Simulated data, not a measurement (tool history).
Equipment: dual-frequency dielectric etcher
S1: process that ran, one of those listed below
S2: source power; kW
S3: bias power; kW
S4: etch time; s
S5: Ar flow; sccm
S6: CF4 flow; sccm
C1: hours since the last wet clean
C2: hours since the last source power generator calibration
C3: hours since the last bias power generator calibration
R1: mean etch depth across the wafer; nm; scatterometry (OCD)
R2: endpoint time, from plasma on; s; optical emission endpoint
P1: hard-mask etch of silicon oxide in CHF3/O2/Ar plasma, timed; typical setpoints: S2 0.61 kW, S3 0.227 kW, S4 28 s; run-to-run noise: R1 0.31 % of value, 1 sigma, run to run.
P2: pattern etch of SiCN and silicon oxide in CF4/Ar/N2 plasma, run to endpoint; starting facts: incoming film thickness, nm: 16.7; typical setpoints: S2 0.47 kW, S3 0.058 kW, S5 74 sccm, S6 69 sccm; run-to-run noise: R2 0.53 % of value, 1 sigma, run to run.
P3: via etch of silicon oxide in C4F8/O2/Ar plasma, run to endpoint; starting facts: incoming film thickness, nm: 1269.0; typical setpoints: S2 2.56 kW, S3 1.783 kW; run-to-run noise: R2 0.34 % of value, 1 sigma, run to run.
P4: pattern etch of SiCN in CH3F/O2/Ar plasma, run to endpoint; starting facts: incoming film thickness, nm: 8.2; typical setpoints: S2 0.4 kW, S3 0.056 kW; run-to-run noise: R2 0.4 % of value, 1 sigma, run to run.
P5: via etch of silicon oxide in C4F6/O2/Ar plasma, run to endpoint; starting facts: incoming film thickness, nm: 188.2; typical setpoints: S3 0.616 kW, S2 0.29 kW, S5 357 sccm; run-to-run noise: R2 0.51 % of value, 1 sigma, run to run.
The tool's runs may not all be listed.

run,hour,S1,S2,S3,S4,S5,S6,C1,C2,C3,R1,R2
1,4.4,P1,0.61,0.227,28,,,152.7,1814.6,794.3,62.58,
2,7.9,P3,3.12,1.783,,,,156.2,1818.1,797.8,,218.37
3,10.1,P1,0.61,0.162,20,,,158.4,1820.3,800,40,
4,14.2,P3,2.56,1.783,,,,162.5,1824.4,804.1,,235.79
5,16.9,P1,0.86,0.227,28,,,165.2,1827.1,806.8,71.272,
6,19,P4,0.4,0.073,,,,167.3,1829.2,808.9,,22.487
7,22.2,P1,0.61,0.227,39.5,,,170.5,1832.4,812.1,88.413,
8,25.7,P5,0.29,0.616,,357,,174,1835.9,815.6,,43.311
9,29.3,P3,2.56,1.783,,,,177.6,1839.5,819.2,,235.7
10,31.6,P1,0.61,0.227,28,,,179.9,1841.8,821.5,63.031,
11,35.8,P4,0.55,0.056,,,,184.1,1846,825.7,,21.903
12,39.7,P2,0.47,0.058,,74,56,188,1849.9,829.6,,20.009
13,43.3,P5,0.37,0.616,,357,,191.6,1853.5,833.2,,39.691
14,46.8,P4,0.4,0.056,,,,195.1,1857,836.7,,24.757
15,50.1,P1,0.61,0.227,16.5,,,198.4,1860.3,840,36.914,
16,52.3,P1,0.61,0.227,28,,,200.6,1862.5,842.2,62.774,
17,54.7,P5,0.29,0.616,,357,,203,1864.9,844.6,,43.304
18,59.1,P1,0.61,0.167,28,,,207.4,1869.3,849,56.429,
19,61.7,P1,0.61,0.299,28,,,210,1871.9,851.6,68.893,
20,64.1,P2,0.47,0.043,,74,69,212.4,1874.3,854,,21.065
21,68,P2,0.65,0.058,,74,69,216.3,1878.2,857.9,,14.503
22,72,P1,0.61,0.227,28,,,220.3,1882.2,861.9,62.663,
23,75.4,P4,0.4,0.056,,,,223.7,1885.6,865.3,,24.898
24,79.6,P1,0.39,0.227,28,,,227.9,1889.8,869.5,53.006,
25,83.8,P2,0.47,0.058,,74,69,232.1,1894,873.7,,19.377
26,86.6,P5,0.29,0.449,,357,,234.9,1896.8,876.5,,48.398
27,89,P2,0.47,0.058,,48,69,237.3,1899.2,878.9,,18.382
28,91.4,P1,0.61,0.227,28,,,239.7,1901.6,881.3,62.645,
29,94.2,P3,2.56,2.463,,,,242.5,1904.4,884.1,,215.67
30,96.9,P5,0.29,0.616,,453,,245.2,1907.1,886.8,,44.326
31,101.5,P1,0.61,0.227,28,,,249.8,1911.7,891.4,62.597,
32,104.8,P1,0.61,0.227,28,,,253.1,1915,894.7,62.357,
33,108.6,P1,0.61,0.227,28,,,256.9,1918.8,898.5,61.899,
34,112.2,P1,0.61,0.227,28,,,260.5,1922.4,902.1,61.839,
# hour 115.3: wet clean of the chamber
35,116.2,P1,0.61,0.227,28,,,1,1926.4,906.1,61.655,
36,120.3,P1,0.61,0.227,28,,,5.1,1930.5,910.2,61.992,
37,124.8,P1,0.61,0.227,28,,,9.6,1935,914.7,61.474,

What P1 gives has crept away from where it was. These 2 causes fit the log equally well, each at the size given:
A: bias power that arrives under what is set, % = 4.35
B: source power that arrives under what is set, % = 4.03
Creep in the process output first set in at about hour 101.5.
Each remaining cause and why it is not a fit:
chamber walls in a state that lowers the etch rate, %: was serviced at hour 115.3, once the creep was under way, yet the earlier output never came back

The list below offers 4 check runs, each averaging the results of 3 wafers, and shows each result as a question mark. For which of them would the listed causes give clearly different results?
check 1,129.3,P4,0.4,0.056,,,,,,,,?
check 2,129.3,P2,0.47,0.058,,74,69,,,,,?
check 3,129.3,P5,0.29,0.616,,357,,,,,,?
check 4,129.3,P3,2.56,1.783,,,,,,,,?

If the cause were each of the candidates in turn, the checks would give the following:
check,result,if A,if B
check 1,R2,25.187,25.211
check 2,R2,19.561,20.02
check 3,R2,43.899,43.796
check 4,R2,238.47,239.56
Per check, the gap between the least separated pair of causes, taken in the result that splits them most: check 1 0.1 %; check 2 2.32 %; check 3 0.23 %; check 4 0.45 %
The causes can be told apart only by check 2. The other checks would give nearly the same results under each of them.

With check 2 done, the readings were: R2 19.524 s. Identify which of the listed causes applies.

The correct cause is A, namely: bias power that arrives under what is set, %.
